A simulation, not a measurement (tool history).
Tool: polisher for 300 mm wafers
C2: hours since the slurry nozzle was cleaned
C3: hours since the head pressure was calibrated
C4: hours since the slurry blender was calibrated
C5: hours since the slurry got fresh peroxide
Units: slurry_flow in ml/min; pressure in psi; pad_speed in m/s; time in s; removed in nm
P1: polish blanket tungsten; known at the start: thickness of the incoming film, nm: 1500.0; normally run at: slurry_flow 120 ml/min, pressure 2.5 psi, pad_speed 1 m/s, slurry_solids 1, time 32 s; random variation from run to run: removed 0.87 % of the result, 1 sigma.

Run 1, day 0.204: slurry_flow 120 ml/min, pressure 2.5 psi, pad_speed 1 m/s, slurry_solids 1, time 32 s; wafers polished on this pad 708; C2 397.1; C3 77.7; C4 75.2; C5 23.2. Result: removed 95.864 nm.
Run 2, day 0.496: slurry_flow 120 ml/min, pressure 2.5 psi, pad_speed 1 m/s, slurry_solids 1.35, time 32 s; wafers polished on this pad 781; C2 404.1; C3 84.7; C4 82.2; C5 30.2. Result: removed 103.79 nm.
Run 3, day 0.838: slurry_flow 120 ml/min, pressure 2.5 psi, pad_speed 1 m/s, slurry_solids 1, time 32 s; wafers polished on this pad 866; C2 412.3; C3 92.9; C4 90.4; C5 38.4. Result: removed 95.809 nm.
Run 4, day 1.062: slurry_flow 120 ml/min, pressure 2.5 psi, pad_speed 1 m/s, slurry_solids 1, time 32 s; wafers polished on this pad 921; C2 417.7; C3 98.3; C4 95.8; C5 43.8. Result: removed 96.132 nm.
Run 5, day 1.375: slurry_flow 120 ml/min, pressure 2.5 psi, pad_speed 1 m/s, slurry_solids 1, time 32 s; wafers polished on this pad 999; C2 425.2; C3 105.8; C4 103.3; C5 51.3. Result: removed 96.204 nm.
Run 6, day 1.7: slurry_flow 70 ml/min, pressure 2.5 psi, pad_speed 1 m/s, slurry_solids 1, time 32 s; wafers polished on this pad 1079; C2 433; C3 113.6; C4 111.1; C5 59.1. Result: removed 82.559 nm.
Run 7, day 1.888: slurry_flow 120 ml/min, pressure 2.5 psi, pad_speed 1 m/s, slurry_solids 0.7, time 32 s; wafers polished on this pad 1126; C2 437.5; C3 118.1; C4 115.6; C5 63.6. Result: removed 89.106 nm.
Run 8, day 2.108: slurry_flow 165 ml/min, pressure 2.5 psi, pad_speed 1 m/s, slurry_solids 1, time 32 s; wafers polished on this pad 1181; C2 442.8; C3 123.4; C4 120.9; C5 68.9. Result: removed 102.43 nm.
Run 9, day 2.358: slurry_flow 120 ml/min, pressure 1.4 psi, pad_speed 0.7 m/s, slurry_solids 1, time 32 s; wafers polished on this pad 1243; C2 448.8; C3 129.4; C4 126.9; C5 74.9. Result: removed 37.967 nm.
Run 10, day 2.733: slurry_flow 120 ml/min, pressure 2.5 psi, pad_speed 1.38 m/s, slurry_solids 1, time 32 s; wafers polished on this pad 1336; C2 457.8; C3 138.4; C4 135.9; C5 83.9. Result: removed 132.05 nm.
Run 11, day 2.938: slurry_flow 120 ml/min, pressure 2.5 psi, pad_speed 1 m/s, slurry_solids 1, time 18 s; wafers polished on this pad 1386; C2 462.7; C3 143.3; C4 140.8; C5 88.8. Result: removed 53.523 nm.
At day 3.175: head pressure recalibrated.
Run 12, day 3.25: slurry_flow 120 ml/min, pressure 2.5 psi, pad_speed 1 m/s, slurry_solids 1, time 32 s; wafers polished on this pad 1464; C2 470.2; C3 1.8; C4 148.3; C5 96.3. Result: removed 97.572 nm.
At day 3.5: worn pad replaced by a new one.
Run 13, day 3.596: slurry_flow 120 ml/min, pressure 2.5 psi, pad_speed 1 m/s, slurry_solids 1.2, time 46 s; wafers polished on this pad 24; C2 478.5; C3 10.1; C4 156.6; C5 104.6. Result: removed 143.96 nm.
Run 14, day 3.962: slurry_flow 120 ml/min, pressure 2.5 psi, pad_speed 0.5 m/s, slurry_solids 1, time 32 s; wafers polished on this pad 115; C2 487.3; C3 18.9; C4 165.4; C5 113.4. Result: removed 48.671 nm.
Run 15, day 4.229: slurry_flow 120 ml/min, pressure 2.5 psi, pad_speed 1 m/s, slurry_solids 1, time 49 s; wafers polished on this pad 181; C2 493.7; C3 25.3; C4 171.8; C5 119.8. Result: removed 147.92 nm.

The next listed run, before its measurement:
Run 16, day 4.479: slurry_flow 120 ml/min, pressure 3.9 psi, pad_speed 1 m/s, slurry_solids 1, time 32 s; wafers polished on this pad 243; C2 499.7; C3 31.3; C4 177.8; C5 125.8. Result: removed ?.

Run 16 gave removed 148.18 nm.

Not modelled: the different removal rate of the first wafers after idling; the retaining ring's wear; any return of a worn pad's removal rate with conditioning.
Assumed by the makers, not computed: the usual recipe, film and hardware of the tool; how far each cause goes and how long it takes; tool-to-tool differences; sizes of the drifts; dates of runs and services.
